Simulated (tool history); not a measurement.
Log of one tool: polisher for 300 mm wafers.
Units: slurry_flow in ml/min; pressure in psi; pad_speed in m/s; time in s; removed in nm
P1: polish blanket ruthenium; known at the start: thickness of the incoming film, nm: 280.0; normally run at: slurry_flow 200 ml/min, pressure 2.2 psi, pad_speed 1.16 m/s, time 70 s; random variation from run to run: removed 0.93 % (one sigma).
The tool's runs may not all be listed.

{"run": 1, "day": 0.525, "slurry_flow": 200, "pressure": 2.2, "pad_speed": 1.16, "time": 70, "removed": 83.382}
{"run": 2, "day": 1.3, "slurry_flow": 200, "pressure": 2.2, "pad_speed": 0.8, "time": 70, "removed": 58.147}
{"run": 3, "day": 1.767, "slurry_flow": 200, "pressure": 2.2, "pad_speed": 1.16, "time": 70, "removed": 83.789}
{"run": 4, "day": 2.562, "slurry_flow": 200, "pressure": 1.3, "pad_speed": 1.78, "time": 70, "removed": 76.493}
{"run": 5, "day": 3.088, "slurry_flow": 200, "pressure": 2.2, "pad_speed": 1.16, "time": 70, "removed": 83.839}
{"run": 6, "day": 3.775, "slurry_flow": 290, "pressure": 2.2, "pad_speed": 1.16, "time": 70, "removed": 87.086}
{"run": 7, "day": 4.3, "slurry_flow": 200, "pressure": 2.2, "pad_speed": 1.16, "time": 52, "removed": 62.552}
{"run": 8, "day": 4.738, "slurry_flow": 120, "pressure": 2.2, "pad_speed": 1.16, "time": 70, "removed": 76.776}
{"run": 9, "day": 5.508, "slurry_flow": 200, "pressure": 2.2, "pad_speed": 1.16, "time": 97, "removed": 115.56}
{"run": 10, "day": 6.288, "slurry_flow": 200, "pressure": 2.2, "pad_speed": 1.68, "time": 70, "removed": 121.88}
{"run": 11, "day": 6.733, "slurry_flow": 200, "pressure": 2.2, "pad_speed": 1.16, "time": 70, "removed": 81.831}
{"run": 12, "day": 7.417, "slurry_flow": 200, "pressure": 2.2, "pad_speed": 1.16, "time": 70, "removed": 83.865}
{"run": 13, "day": 7.808, "slurry_flow": 200, "pressure": 1.4, "pad_speed": 1.16, "time": 70, "removed": 54.422}
{"run": 14, "day": 8.475, "slurry_flow": 200, "pressure": 2.2, "pad_speed": 1.16, "time": 70, "removed": 84.618}
{"run": 15, "day": 9.029, "slurry_flow": 200, "pressure": 3.2, "pad_speed": 1.16, "time": 70, "removed": 120.36}

The next listed run, before its measurement:
{"run": 16, "day": 9.421, "slurry_flow": 200, "pressure": 2.2, "pad_speed": 1.16, "time": 70, "removed": "?"}

{"run 16": {"removed": 83.244}}
